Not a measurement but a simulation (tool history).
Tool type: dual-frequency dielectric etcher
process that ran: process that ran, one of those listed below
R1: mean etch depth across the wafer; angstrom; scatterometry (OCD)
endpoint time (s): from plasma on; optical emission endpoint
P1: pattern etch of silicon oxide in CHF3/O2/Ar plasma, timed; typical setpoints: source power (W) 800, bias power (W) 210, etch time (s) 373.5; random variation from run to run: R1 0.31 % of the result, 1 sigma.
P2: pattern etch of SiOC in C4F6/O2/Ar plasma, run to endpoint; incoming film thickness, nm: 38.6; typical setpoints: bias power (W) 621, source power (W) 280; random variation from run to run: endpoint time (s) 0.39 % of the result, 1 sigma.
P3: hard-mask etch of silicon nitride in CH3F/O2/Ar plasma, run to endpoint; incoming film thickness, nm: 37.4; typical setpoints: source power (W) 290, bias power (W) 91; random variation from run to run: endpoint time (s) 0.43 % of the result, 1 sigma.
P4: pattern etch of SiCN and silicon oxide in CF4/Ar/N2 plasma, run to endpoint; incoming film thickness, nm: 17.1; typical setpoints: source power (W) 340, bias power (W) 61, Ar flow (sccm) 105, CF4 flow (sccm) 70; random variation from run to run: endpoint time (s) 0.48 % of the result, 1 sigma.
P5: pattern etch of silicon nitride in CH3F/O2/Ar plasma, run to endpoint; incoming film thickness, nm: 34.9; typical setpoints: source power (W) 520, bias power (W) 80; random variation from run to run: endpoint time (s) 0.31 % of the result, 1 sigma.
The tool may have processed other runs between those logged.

{"run": 1, "hour": 8.7, "process that ran": "P1", "source power (W)": 800, "bias power (W)": 210, "etch time (s)": 373.5, "R1": 8906.1}
{"run": 2, "hour": 25.0, "process that ran": "P1", "source power (W)": 800, "bias power (W)": 169, "etch time (s)": 373.5, "R1": 8308.6}
{"run": 3, "hour": 36.8, "process that ran": "P1", "source power (W)": 800, "bias power (W)": 210, "etch time (s)": 373.5, "R1": 8894.9}
{"run": 4, "hour": 54.9, "process that ran": "P1", "source power (W)": 1110, "bias power (W)": 210, "etch time (s)": 373.5, "R1": 10036}
{"run": 5, "hour": 65.7, "process that ran": "P2", "source power (W)": 280, "bias power (W)": 621, "endpoint time (s)": 13.789}
{"run": 6, "hour": 80.1, "process that ran": "P4", "source power (W)": 240, "bias power (W)": 61, "Ar flow (sccm)": 105, "CF4 flow (sccm)": 70, "endpoint time (s)": 36.391}
{"run": 7, "hour": 93.9, "process that ran": "P5", "source power (W)": 520, "bias power (W)": 80, "endpoint time (s)": 43.703}
{"run": 8, "hour": 106.9, "process that ran": "P1", "source power (W)": 800, "bias power (W)": 167, "etch time (s)": 223, "R1": 4894.6}
{"run": 9, "hour": 116.9, "process that ran": "P1", "source power (W)": 800, "bias power (W)": 210, "etch time (s)": 373.5, "R1": 8854.3}
{"run": 10, "hour": 133.8, "process that ran": "P3", "source power (W)": 290, "bias power (W)": 91, "endpoint time (s)": 54.839}
{"run": 11, "hour": 142.9, "process that ran": "P1", "source power (W)": 800, "bias power (W)": 210, "etch time (s)": 205.5, "R1": 4904.5}
{"run": 12, "hour": 161.2, "process that ran": "P2", "source power (W)": 280, "bias power (W)": 621, "endpoint time (s)": 13.703}
{"run": 13, "hour": 180.0, "process that ran": "P1", "source power (W)": 800, "bias power (W)": 210, "etch time (s)": 489.5, "R1": 11617}
{"run": 14, "hour": 188.6, "process that ran": "P4", "source power (W)": 340, "bias power (W)": 61, "Ar flow (sccm)": 105, "CF4 flow (sccm)": 41, "endpoint time (s)": 29.029}
{"run": 15, "hour": 197.9, "process that ran": "P5", "source power (W)": 520, "bias power (W)": 80, "endpoint time (s)": 43.733}
{"run": 16, "hour": 211.0, "process that ran": "P1", "source power (W)": 800, "bias power (W)": 210, "etch time (s)": 373.5, "R1": 8856.5}
{"run": 17, "hour": 223.5, "process that ran": "P3", "source power (W)": 290, "bias power (W)": 91, "endpoint time (s)": 55.167}
{"run": 18, "hour": 241.6, "process that ran": "P1", "source power (W)": 1030, "bias power (W)": 165, "etch time (s)": 373.5, "R1": 9029.3}
{"run": 19, "hour": 250.7, "process that ran": "P4", "source power (W)": 340, "bias power (W)": 61, "Ar flow (sccm)": 148, "CF4 flow (sccm)": 70, "endpoint time (s)": 28.275}
{"run": 20, "hour": 265.7, "process that ran": "P2", "source power (W)": 380, "bias power (W)": 621, "endpoint time (s)": 12.301}
{"run": 21, "hour": 279.5, "process that ran": "P5", "source power (W)": 520, "bias power (W)": 95, "endpoint time (s)": 41.014}
{"run": 22, "hour": 292.4, "process that ran": "P1", "source power (W)": 800, "bias power (W)": 210, "etch time (s)": 373.5, "R1": 8893.7}
{"run": 23, "hour": 305.8, "process that ran": "P2", "source power (W)": 280, "bias power (W)": 487, "endpoint time (s)": 15.093}
{"run": 24, "hour": 321.5, "process that ran": "P3", "source power (W)": 290, "bias power (W)": 124, "endpoint time (s)": 48.613}
{"run": 25, "hour": 331.5, "process that ran": "P4", "source power (W)": 340, "bias power (W)": 78, "Ar flow (sccm)": 105, "CF4 flow (sccm)": 70, "endpoint time (s)": 24.763}
{"run": 26, "hour": 343.8, "process that ran": "P1", "source power (W)": 800, "bias power (W)": 210, "etch time (s)": 373.5, "R1": 8903.5}
{"run": 27, "hour": 353.8, "process that ran": "P4", "source power (W)": 340, "bias power (W)": 61, "Ar flow (sccm)": 105, "CF4 flow (sccm)": 70, "endpoint time (s)": 27.032}
{"run": 28, "hour": 369.4, "process that ran": "P1", "source power (W)": 800, "bias power (W)": 293, "etch time (s)": 373.5, "R1": 10015}
{"run": 29, "hour": 384.1, "process that ran": "P3", "source power (W)": 340, "bias power (W)": 91, "endpoint time (s)": 51.781}
{"run": 30, "hour": 394.7, "process that ran": "P5", "source power (W)": 350, "bias power (W)": 80, "endpoint time (s)": 50.585}

The next listed run, before its measurement:
{"run": 31, "hour": 410.1, "process that ran": "P1", "source power (W)": 650, "bias power (W)": 210, "etch time (s)": 373.5, "R1": "?"}

{"run 31": {"R1": 8147.7}}
